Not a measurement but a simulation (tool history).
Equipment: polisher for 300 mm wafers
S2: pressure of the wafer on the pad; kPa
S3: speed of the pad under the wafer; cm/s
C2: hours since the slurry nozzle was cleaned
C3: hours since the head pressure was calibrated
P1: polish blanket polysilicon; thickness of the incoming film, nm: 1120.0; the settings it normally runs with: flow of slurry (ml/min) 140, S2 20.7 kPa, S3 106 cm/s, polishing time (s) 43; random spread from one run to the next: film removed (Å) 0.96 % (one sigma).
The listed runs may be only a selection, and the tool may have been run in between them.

run 1 hour=2.3 | flow_of_slurry_(ml/min)=140 S2=20.7 S3=106 polishing_time_(s)=43 | wafers_polished_on_this_pad=340 C2=444.9 C3=315.1 | film_removed_(Å)=3695.2
run 2 hour=4.9 | flow_of_slurry_(ml/min)=140 S2=20.7 S3=106 polishing_time_(s)=43 | wafers_polished_on_this_pad=369 C2=447.5 C3=317.7 | film_removed_(Å)=3693.5
run 3 hour=8.2 | flow_of_slurry_(ml/min)=140 S2=20.7 S3=106 polishing_time_(s)=43 | wafers_polished_on_this_pad=404 C2=450.8 C3=321.0 | film_removed_(Å)=3655.7
run 4 hour=11.0 | flow_of_slurry_(ml/min)=105 S2=26.9 S3=106 polishing_time_(s)=43 | wafers_polished_on_this_pad=435 C2=453.6 C3=323.8 | film_removed_(Å)=4492.8
run 5 hour=13.6 | flow_of_slurry_(ml/min)=140 S2=20.7 S3=106 polishing_time_(s)=60 | wafers_polished_on_this_pad=463 C2=456.2 C3=326.4 | film_removed_(Å)=5138.0
-- hour=17.9 worn pad replaced by a new one
run 6 hour=18.7 | flow_of_slurry_(ml/min)=140 S2=20.7 S3=166 polishing_time_(s)=43 | wafers_polished_on_this_pad=9 C2=461.3 C3=331.5 | film_removed_(Å)=5779.2
run 7 hour=22.0 | flow_of_slurry_(ml/min)=140 S2=20.7 S3=106 polishing_time_(s)=43 | wafers_polished_on_this_pad=44 C2=464.6 C3=334.8 | film_removed_(Å)=3697.4
run 8 hour=26.4 | flow_of_slurry_(ml/min)=140 S2=9.7 S3=106 polishing_time_(s)=43 | wafers_polished_on_this_pad=92 C2=469.0 C3=339.2 | film_removed_(Å)=1711.0
run 9 hour=30.4 | flow_of_slurry_(ml/min)=140 S2=20.7 S3=106 polishing_time_(s)=23 | wafers_polished_on_this_pad=135 C2=473.0 C3=343.2 | film_removed_(Å)=1960.1
run 10 hour=34.0 | flow_of_slurry_(ml/min)=90 S2=20.7 S3=106 polishing_time_(s)=43 | wafers_polished_on_this_pad=174 C2=476.6 C3=346.8 | film_removed_(Å)=3339.6
run 11 hour=36.2 | flow_of_slurry_(ml/min)=140 S2=20.7 S3=106 polishing_time_(s)=43 | wafers_polished_on_this_pad=198 C2=478.8 C3=349.0 | film_removed_(Å)=3684.7
run 12 hour=40.9 | flow_of_slurry_(ml/min)=140 S2=31.0 S3=106 polishing_time_(s)=43 | wafers_polished_on_this_pad=249 C2=483.5 C3=353.7 | film_removed_(Å)=5522.7
run 13 hour=45.1 | flow_of_slurry_(ml/min)=210 S2=20.7 S3=106 polishing_time_(s)=43 | wafers_polished_on_this_pad=295 C2=487.7 C3=357.9 | film_removed_(Å)=3877.5
run 14 hour=49.8 | flow_of_slurry_(ml/min)=140 S2=20.7 S3=48 polishing_time_(s)=43 | wafers_polished_on_this_pad=346 C2=492.4 C3=362.6 | film_removed_(Å)=1668.7
-- hour=52.0 head pressure recalibrated
run 15 hour=54.9 | flow_of_slurry_(ml/min)=140 S2=20.7 S3=106 polishing_time_(s)=43 | wafers_polished_on_this_pad=401 C2=497.5 C3=2.9 | film_removed_(Å)=3706.7
run 16 hour=58.1 | flow_of_slurry_(ml/min)=140 S2=20.7 S3=106 polishing_time_(s)=43 | wafers_polished_on_this_pad=436 C2=500.7 C3=6.1 | film_removed_(Å)=3695.4
run 17 hour=60.6 | flow_of_slurry_(ml/min)=140 S2=20.7 S3=106 polishing_time_(s)=43 | wafers_polished_on_this_pad=463 C2=503.2 C3=8.6 | film_removed_(Å)=3686.4
run 18 hour=64.0 | flow_of_slurry_(ml/min)=140 S2=20.7 S3=106 polishing_time_(s)=43 | wafers_polished_on_this_pad=500 C2=506.6 C3=12.0 | film_removed_(Å)=3526.0
run 19 hour=67.1 | flow_of_slurry_(ml/min)=140 S2=20.7 S3=106 polishing_time_(s)=43 | wafers_polished_on_this_pad=533 C2=509.7 C3=15.1 | film_removed_(Å)=3509.9
run 20 hour=71.8 | flow_of_slurry_(ml/min)=140 S2=20.7 S3=106 polishing_time_(s)=43 | wafers_polished_on_this_pad=584 C2=514.4 C3=19.8 | film_removed_(Å)=3405.8
run 21 hour=74.8 | flow_of_slurry_(ml/min)=140 S2=20.7 S3=106 polishing_time_(s)=43 | wafers_polished_on_this_pad=617 C2=517.4 C3=22.8 | film_removed_(Å)=3323.6
run 22 hour=77.2 | flow_of_slurry_(ml/min)=140 S2=20.7 S3=106 polishing_time_(s)=43 | wafers_polished_on_this_pad=643 C2=519.8 C3=25.2 | film_removed_(Å)=3383.8
run 23 hour=79.9 | flow_of_slurry_(ml/min)=140 S2=20.7 S3=106 polishing_time_(s)=43 | wafers_polished_on_this_pad=672 C2=522.5 C3=27.9 | film_removed_(Å)=3284.4
-- hour=82.0 worn pad replaced by a new one
run 24 hour=84.3 | flow_of_slurry_(ml/min)=140 S2=20.7 S3=106 polishing_time_(s)=43 | wafers_polished_on_this_pad=25 C2=526.9 C3=32.3 | film_removed_(Å)=3301.2
run 25 hour=86.6 | flow_of_slurry_(ml/min)=140 S2=20.7 S3=106 polishing_time_(s)=43 | wafers_polished_on_this_pad=50 C2=529.2 C3=34.6 | film_removed_(Å)=3310.0
run 26 hour=89.1 | flow_of_slurry_(ml/min)=140 S2=20.7 S3=106 polishing_time_(s)=43 | wafers_polished_on_this_pad=77 C2=531.7 C3=37.1 | film_removed_(Å)=3257.2
run 27 hour=92.5 | flow_of_slurry_(ml/min)=140 S2=20.7 S3=106 polishing_time_(s)=43 | wafers_polished_on_this_pad=114 C2=535.1 C3=40.5 | film_removed_(Å)=3333.4
run 28 hour=95.1 | flow_of_slurry_(ml/min)=140 S2=20.7 S3=106 polishing_time_(s)=43 | wafers_polished_on_this_pad=142 C2=537.7 C3=43.1 | film_removed_(Å)=3316.9

What P1 gives has crept off from where it sat before. The 2 causes that follow fit the log equally well, each at the size noted:
A: head's pressure below its setpoint, % = 10.7
B: slurry flow missing at the pad, % = 38.5
The gradual shift began around hour 60.6.
Other possible causes, and why each is ruled out:
removal rate lost through wear of the pad, %: maintenance at hour 82.0, after the shift began, did not return the process to its former output

The 4 check runs listed below each average the results of 5 wafers, and their outcomes are marked with question marks. Under which run would the listed causes produce clearly different results?
run check 1 hour=97.7 | flow_of_slurry_(ml/min)=200 S2=20.7 S3=106 polishing_time_(s)=43 | film_removed_(Å)=?
run check 2 hour=97.7 | flow_of_slurry_(ml/min)=140 S2=11.7 S3=74 polishing_time_(s)=43 | film_removed_(Å)=?
run check 3 hour=97.7 | flow_of_slurry_(ml/min)=140 S2=30.3 S3=48 polishing_time_(s)=43 | film_removed_(Å)=?
run check 4 hour=97.7 | flow_of_slurry_(ml/min)=140 S2=16.5 S3=106 polishing_time_(s)=43 | film_removed_(Å)=?

Expected result of each check under each candidate cause:
check=check_1 result=film_removed_(Å) if_A=3471.1 if_B=3582.4
check=check_2 result=film_removed_(Å) if_A=1298.1 if_B=1298.5
check=check_3 result=film_removed_(Å) if_A=2179.4 if_B=2180.1
check=check_4 result=film_removed_(Å) if_A=2625.2 if_B=2626.0
Distance between the nearest two causes, measured in the result of the check that separates them most: check 1 3.15 %; check 2 0.03 %; check 3 0.03 %; check 4 0.03 %
Only check 1 tells the causes apart: in the others they would give nearly the same result.

Check 1 was then run and gave: film removed (Å) 3498.8. Which cause is it?

It is A: head's pressure below its setpoint, %.
